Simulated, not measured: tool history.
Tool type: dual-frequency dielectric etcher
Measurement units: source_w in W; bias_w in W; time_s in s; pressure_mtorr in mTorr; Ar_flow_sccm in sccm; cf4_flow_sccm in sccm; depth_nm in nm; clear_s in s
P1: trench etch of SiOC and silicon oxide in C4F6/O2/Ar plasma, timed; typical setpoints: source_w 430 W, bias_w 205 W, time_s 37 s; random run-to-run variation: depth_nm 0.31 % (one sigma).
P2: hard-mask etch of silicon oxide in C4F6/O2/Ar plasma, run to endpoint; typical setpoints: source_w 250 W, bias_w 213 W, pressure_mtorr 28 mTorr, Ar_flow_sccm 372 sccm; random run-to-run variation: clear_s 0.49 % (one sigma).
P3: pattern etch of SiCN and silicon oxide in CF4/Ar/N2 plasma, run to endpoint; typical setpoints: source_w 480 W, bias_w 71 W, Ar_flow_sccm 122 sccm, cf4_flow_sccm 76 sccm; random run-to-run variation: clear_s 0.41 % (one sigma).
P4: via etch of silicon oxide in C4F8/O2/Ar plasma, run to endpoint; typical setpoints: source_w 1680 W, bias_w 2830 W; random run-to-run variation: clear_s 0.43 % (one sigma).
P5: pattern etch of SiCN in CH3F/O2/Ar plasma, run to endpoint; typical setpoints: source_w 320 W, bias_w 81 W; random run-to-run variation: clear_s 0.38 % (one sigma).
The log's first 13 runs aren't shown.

run,day,process,source_w,bias_w,time_s,pressure_mtorr,Ar_flow_sccm,cf4_flow_sccm,hours since the last wet clean,hours since the last source power generator calibration,hours since the last bias power generator calibration,depth_nm,clear_s
14,5.775,P1,430,205,37,,,,460,101.9,1739.9,78.816,
15,6.083,P1,430,205,49,,,,467.4,109.3,1747.3,104.45,
16,6.475,P1,430,244,37,,,,476.8,118.7,1756.7,83.17,
17,6.738,P1,430,167,50.5,,,,483.1,125,1763,100.3,
18,6.992,P3,330,71,,,122,76,489.2,131.1,1769.1,,22.062
# day 7.212: bias power generator calibrated
19,7.329,P3,480,71,,,160,76,497.3,139.2,2.9,,16.761
20,7.792,P5,320,81,,,,,508.4,150.3,14,,20.288
21,8.312,P1,340,205,37,,,,520.9,162.8,26.5,71.982,
22,8.638,P2,250,213,,28,266,,528.7,170.6,34.3,,88.296
23,8.879,P2,180,213,,28,372,,534.5,176.4,40.1,,103.49
24,9.308,P4,1680,2830,,,,,544.8,186.7,50.4,,275.32
25,9.733,P3,480,41,,,122,76,555,196.9,60.6,,18.907
26,9.983,P2,250,213,,34,372,,561,202.9,66.6,,92.13

Run 27, settings as shown, results not yet in. Your forecast:
27,10.308,P3,480,71,,,122,76,568.8,210.7,74.4,,?

{"run 27": {"clear_s": 16.059}}
